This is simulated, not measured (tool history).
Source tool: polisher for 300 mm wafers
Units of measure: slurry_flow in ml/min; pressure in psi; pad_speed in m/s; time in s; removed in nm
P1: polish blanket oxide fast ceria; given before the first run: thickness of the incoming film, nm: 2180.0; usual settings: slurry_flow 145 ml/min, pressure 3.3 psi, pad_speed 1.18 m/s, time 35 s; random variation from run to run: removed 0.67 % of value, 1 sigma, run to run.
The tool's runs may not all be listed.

run   hour  slurry_flow  pressure  pad_speed  time  wafers polished on this pad  hours since the slurry nozzle was cleaned  hours since the head pressure was calibrated  removed
  1    7.1          145       3.3       1.18    35                          854                                      165.9                                           276    779.3
  2   14.2          145       3.3       1.18    50                          930                                        173                                         283.1   1104.4
  3   25.1          145       4.4       1.18    35                         1047                                      183.9                                           294   1042.7
  4   36.1           85       3.3       1.18    35                         1165                                      194.9                                           305   682.66
  5   46.5          145       4.8       1.18    24                         1276                                      205.3                                         315.4   766.94
  6   52.5          145       3.3       1.68    35                         1341                                      211.3                                         321.4     1111
  7   58.1          145       3.3       0.58    35                         1401                                      216.9                                           327   380.21
  8   67.6          145       3.3       0.54    47                         1502                                      226.4                                         336.5   483.39
  9   76.4          145       3.3       1.18    16                         1597                                      235.2                                         345.3   351.15
 10   82.2          145       3.3       1.18    35                         1659                                        241                                         351.1   780.95
 11   91.4          145       3.3       1.18    35                         1758                                      250.2                                         360.3   779.29
      96.3  -- slurry nozzle cleaned
 12   98.4          145       3.3       1.18    35                         1833                                        2.2                                         367.3   780.97
     100.5  -- worn pad replaced by a new one
 13  108.2          145       3.3       1.18    35                           82                                         12                                         377.1   786.66
 14  117.7          230       3.3       1.18    35                          184                                       21.5                                         386.6   834.98
 15  123.4          145       2.2       1.18    35                          245                                       27.2                                         392.3   519.72
     125.5  -- head pressure recalibrated
 16  129.3          145       3.3       1.18    35                          308                                       33.1                                           3.8   782.19
 17  135.2          145       3.3       1.18    35                          372                                         39                                           9.7   773.13
 18  142.8          145       3.3       1.18    35                          453                                       46.6                                          17.3   775.98
 19  153.4          145       3.3       1.18    35                          567                                       57.2                                          27.9   757.79

For run 20, what comes out?
 20  161.5          145       3.3       1.18    35                          653                                       65.3                                            36        ?

removed: 732.69 nm

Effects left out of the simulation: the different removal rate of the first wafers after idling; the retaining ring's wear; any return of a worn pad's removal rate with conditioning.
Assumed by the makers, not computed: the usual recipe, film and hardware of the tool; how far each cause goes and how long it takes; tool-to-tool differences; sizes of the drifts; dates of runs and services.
